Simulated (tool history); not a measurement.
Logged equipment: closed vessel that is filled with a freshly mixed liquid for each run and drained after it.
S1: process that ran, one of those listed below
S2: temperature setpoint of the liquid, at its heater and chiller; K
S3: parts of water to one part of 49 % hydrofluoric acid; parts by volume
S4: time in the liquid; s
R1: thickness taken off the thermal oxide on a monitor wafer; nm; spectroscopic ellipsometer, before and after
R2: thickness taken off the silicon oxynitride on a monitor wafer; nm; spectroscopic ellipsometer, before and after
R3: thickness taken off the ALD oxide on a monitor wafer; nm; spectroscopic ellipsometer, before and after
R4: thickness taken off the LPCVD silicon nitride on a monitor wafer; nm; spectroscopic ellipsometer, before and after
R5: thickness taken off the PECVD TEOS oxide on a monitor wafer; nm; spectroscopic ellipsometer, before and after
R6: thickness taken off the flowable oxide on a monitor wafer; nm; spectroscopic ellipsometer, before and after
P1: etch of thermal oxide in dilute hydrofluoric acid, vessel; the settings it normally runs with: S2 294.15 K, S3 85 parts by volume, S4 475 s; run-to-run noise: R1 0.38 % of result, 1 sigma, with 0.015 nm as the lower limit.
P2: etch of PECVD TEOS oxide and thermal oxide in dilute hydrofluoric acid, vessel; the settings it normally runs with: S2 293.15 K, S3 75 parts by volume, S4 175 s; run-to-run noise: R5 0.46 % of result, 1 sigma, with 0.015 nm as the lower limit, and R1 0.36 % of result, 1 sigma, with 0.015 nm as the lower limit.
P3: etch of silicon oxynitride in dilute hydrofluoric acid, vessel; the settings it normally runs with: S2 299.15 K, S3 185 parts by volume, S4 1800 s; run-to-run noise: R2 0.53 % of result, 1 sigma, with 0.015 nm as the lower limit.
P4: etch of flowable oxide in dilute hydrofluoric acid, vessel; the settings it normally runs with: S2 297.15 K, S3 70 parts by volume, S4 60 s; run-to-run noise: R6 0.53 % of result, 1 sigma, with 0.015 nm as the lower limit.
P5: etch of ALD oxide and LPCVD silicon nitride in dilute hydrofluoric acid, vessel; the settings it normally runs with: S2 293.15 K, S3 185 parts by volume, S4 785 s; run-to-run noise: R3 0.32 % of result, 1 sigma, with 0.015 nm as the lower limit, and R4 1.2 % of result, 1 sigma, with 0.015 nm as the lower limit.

{"run": 1, "day": 0.096, "S1": "P1", "S2": 294.15, "S3": 85, "S4": 475, "R1": 23.614}
{"run": 2, "day": 0.317, "S1": "P1", "S2": 294.15, "S3": 85, "S4": 475, "R1": 23.515}
{"run": 3, "day": 0.429, "S1": "P1", "S2": 294.15, "S3": 125, "S4": 475, "R1": 15.46}
{"run": 4, "day": 0.617, "S1": "P1", "S2": 294.15, "S3": 85, "S4": 905, "R1": 44.796}
{"run": 5, "day": 0.738, "S1": "P3", "S2": 303.65, "S3": 185, "S4": 1800, "R2": 34.198}
{"run": 6, "day": 0.879, "S1": "P5", "S2": 293.15, "S3": 105, "S4": 785, "R3": 63.901, "R4": 2.9036}
{"run": 7, "day": 1.071, "S1": "P2", "S2": 293.15, "S3": 75, "S4": 175, "R1": 9.4178, "R5": 25.465}
{"run": 8, "day": 1.292, "S1": "P4", "S2": 297.15, "S3": 120, "S4": 60, "R6": 13.973}
{"run": 9, "day": 1.492, "S1": "P1", "S2": 294.15, "S3": 85, "S4": 475, "R1": 23.438}
{"run": 10, "day": 1.658, "S1": "P4", "S2": 297.15, "S3": 70, "S4": 60, "R6": 25.407}
{"run": 11, "day": 1.829, "S1": "P2", "S2": 300.65, "S3": 75, "S4": 175, "R1": 12.766, "R5": 34.371}
{"run": 12, "day": 1.996, "S1": "P2", "S2": 293.15, "S3": 40, "S4": 175, "R1": 18.354, "R5": 50.046}
{"run": 13, "day": 2.142, "S1": "P1", "S2": 294.15, "S3": 50, "S4": 185, "R1": 16.294}
{"run": 14, "day": 2.246, "S1": "P1", "S2": 290.15, "S3": 85, "S4": 475, "R1": 19.995}
{"run": 15, "day": 2.404, "S1": "P4", "S2": 297.15, "S3": 70, "S4": 30, "R6": 12.663}
{"run": 16, "day": 2.521, "S1": "P3", "S2": 299.15, "S3": 275, "S4": 1800, "R2": 17.637}
{"run": 17, "day": 2.733, "S1": "P5", "S2": 293.15, "S3": 185, "S4": 785, "R3": 33.043, "R4": 1.6293}
{"run": 18, "day": 2.888, "S1": "P3", "S2": 299.15, "S3": 185, "S4": 1800, "R2": 28.459}
{"run": 19, "day": 3.083, "S1": "P3", "S2": 299.15, "S3": 185, "S4": 2750, "R2": 42.748}
{"run": 20, "day": 3.262, "S1": "P1", "S2": 294.15, "S3": 85, "S4": 200, "R1": 9.8704}
{"run": 21, "day": 3.396, "S1": "P1", "S2": 298.15, "S3": 85, "S4": 475, "R1": 27.815}
{"run": 22, "day": 3.512, "S1": "P5", "S2": 293.15, "S3": 185, "S4": 785, "R3": 33.289, "R4": 1.6223}
{"run": 23, "day": 3.65, "S1": "P2", "S2": 293.15, "S3": 75, "S4": 30, "R1": 1.5982, "R5": 4.3577}
{"run": 24, "day": 3.821, "S1": "P1", "S2": 290.15, "S3": 115, "S4": 475, "R1": 14.247}
{"run": 25, "day": 3.929, "S1": "P4", "S2": 291.65, "S3": 70, "S4": 60, "R6": 20.152}
{"day": 3.95, "done": "thermometer replaced"}
{"run": 26, "day": 4.104, "S1": "P1", "S2": 294.15, "S3": 55, "S4": 475, "R1": 37.765}
{"run": 27, "day": 4.254, "S1": "P1", "S2": 294.15, "S3": 85, "S4": 475, "R1": 23.486}
{"run": 28, "day": 4.396, "S1": "P4", "S2": 297.15, "S3": 70, "S4": 60, "R6": 25.676}
{"run": 29, "day": 4.508, "S1": "P5", "S2": 293.15, "S3": 185, "S4": 105, "R3": 4.423, "R4": 0.24202}
{"run": 30, "day": 4.658, "S1": "P5", "S2": 299.65, "S3": 185, "S4": 785, "R3": 42.273, "R4": 2.5191}
{"run": 31, "day": 4.862, "S1": "P1", "S2": 294.15, "S3": 85, "S4": 475, "R1": 23.591}
{"run": 32, "day": 5.042, "S1": "P1", "S2": 294.15, "S3": 85, "S4": 475, "R1": 24.357}
{"run": 33, "day": 5.158, "S1": "P1", "S2": 294.15, "S3": 85, "S4": 475, "R1": 24.806}
{"run": 34, "day": 5.304, "S1": "P1", "S2": 294.15, "S3": 85, "S4": 475, "R1": 25.338}
{"run": 35, "day": 5.442, "S1": "P1", "S2": 294.15, "S3": 85, "S4": 475, "R1": 25.425}
{"run": 36, "day": 5.646, "S1": "P1", "S2": 294.15, "S3": 85, "S4": 475, "R1": 25.588}
{"run": 37, "day": 5.8, "S1": "P1", "S2": 294.15, "S3": 85, "S4": 475, "R1": 25.641}
{"run": 38, "day": 5.971, "S1": "P1", "S2": 294.15, "S3": 85, "S4": 475, "R1": 25.92}
{"run": 39, "day": 6.067, "S1": "P1", "S2": 294.15, "S3": 85, "S4": 475, "R1": 25.99}
{"run": 40, "day": 6.179, "S1": "P1", "S2": 294.15, "S3": 85, "S4": 475, "R1": 25.893}
{"run": 41, "day": 6.367, "S1": "P1", "S2": 294.15, "S3": 85, "S4": 475, "R1": 26.007}
{"run": 42, "day": 6.521, "S1": "P1", "S2": 294.15, "S3": 85, "S4": 475, "R1": 26.237}

P1 has crept away from where it was. The log is fitted equally well by each of these 2 causes, at the sizes shown:
A: hydrofluoric acid flow above the setpoint (%) = 9.47
B: liquid hotter than its thermometer reads (K) = 2.44
The process output started creeping at around day 4.862.

The 4 check runs listed below each average the results of 3 wafers, and their outcomes are marked with question marks. Under which run would the listed causes produce clearly different results?
{"run": "check 1", "day": 6.675, "S1": "P3", "S2": 299.15, "S3": 185, "S4": 1800, "R2": "?"}
{"run": "check 2", "day": 6.675, "S1": "P5", "S2": 293.15, "S3": 185, "S4": 785, "R3": "?", "R4": "?"}
{"run": "check 3", "day": 6.675, "S1": "P2", "S2": 293.15, "S3": 75, "S4": 175, "R1": "?", "R5": "?"}
{"run": "check 4", "day": 6.675, "S1": "P4", "S2": 297.15, "S3": 70, "S4": 60, "R6": "?"}

What each check would give under each cause:
check=check_1 result=R2 if_A=31.272 if_B=31.355
check=check_2 result=R3 if_A=36.978 if_B=36.51
check=check_2 result=R4 if_A=1.8125 if_B=1.9463
check=check_3 result=R1 if_A=10.36 if_B=10.388
check=check_3 result=R5 if_A=28.073 if_B=28.15
check=check_4 result=R6 if_A=28.154 if_B=28.139
Separation of the two closest causes in each check, using whichever result separates them best: check 1 0.26 %; check 2 7.12 %; check 3 0.28 %; check 4 0.05 %
Check 2 tells the causes apart: in the others they would give nearly the same result.

Here is what check 2 returned: R3 36.575 nm; R4 1.9443 nm. Which cause is it?

Of the candidate causes, it is B: liquid hotter than its thermometer reads (K).

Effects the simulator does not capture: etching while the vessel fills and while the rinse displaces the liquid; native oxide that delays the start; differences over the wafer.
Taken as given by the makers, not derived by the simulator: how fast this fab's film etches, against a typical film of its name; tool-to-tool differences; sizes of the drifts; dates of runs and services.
